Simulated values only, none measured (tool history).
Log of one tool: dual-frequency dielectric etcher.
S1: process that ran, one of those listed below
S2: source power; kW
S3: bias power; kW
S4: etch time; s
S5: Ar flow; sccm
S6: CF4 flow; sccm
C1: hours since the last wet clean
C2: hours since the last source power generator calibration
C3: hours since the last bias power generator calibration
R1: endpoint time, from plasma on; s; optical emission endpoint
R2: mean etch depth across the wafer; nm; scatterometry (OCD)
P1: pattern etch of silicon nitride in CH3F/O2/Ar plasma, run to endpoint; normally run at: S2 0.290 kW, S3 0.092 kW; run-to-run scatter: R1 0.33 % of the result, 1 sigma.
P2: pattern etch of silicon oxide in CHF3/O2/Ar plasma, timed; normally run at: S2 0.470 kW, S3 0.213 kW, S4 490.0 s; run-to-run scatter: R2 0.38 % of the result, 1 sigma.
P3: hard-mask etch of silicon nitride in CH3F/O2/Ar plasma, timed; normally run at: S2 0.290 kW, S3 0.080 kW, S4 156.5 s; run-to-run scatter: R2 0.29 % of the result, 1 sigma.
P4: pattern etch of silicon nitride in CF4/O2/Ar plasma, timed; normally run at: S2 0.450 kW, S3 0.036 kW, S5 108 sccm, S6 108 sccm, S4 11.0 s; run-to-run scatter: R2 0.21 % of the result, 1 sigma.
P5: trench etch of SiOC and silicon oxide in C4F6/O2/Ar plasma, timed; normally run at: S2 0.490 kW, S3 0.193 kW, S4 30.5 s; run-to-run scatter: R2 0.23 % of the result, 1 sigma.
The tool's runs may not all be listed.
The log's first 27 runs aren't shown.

run   hour  S1     S2     S3     S4   S5   S6    C1      C2     C3      R1      R2
 28  164.3  P4  0.450  0.036   11.0  108  108  60.2  2262.1  562.9          17.621
 29  171.4  P4  0.450  0.036   11.0   67  108  67.3  2269.2  570.0          18.725
 30  176.6  P3  0.290  0.080  100.5            72.5  2274.4  575.2          65.402
 31  181.3  P1  0.290  0.092                   77.2  2279.1  579.9  73.325
 32  185.0  P1  0.290  0.092                   80.9  2282.8  583.6  73.249
 33  190.8  P1  0.290  0.092                   86.7  2288.6  589.4  73.622
 34  194.9  P1  0.290  0.092                   90.8  2292.7  593.5  74.153
 35  202.6  P1  0.290  0.092                   98.5  2300.4  601.2  74.221
     205.0  -- wet clean of the chamber
 36  206.5  P1  0.290  0.092                    1.6  2304.3  605.1  74.475
 37  212.9  P1  0.290  0.092                    8.0  2310.7  611.5  74.566

Forecast run 38:
 38  219.4  P1  0.290  0.092              14.5  2317.2  618.0   ?

Run 38 gave R1 74.483 s.
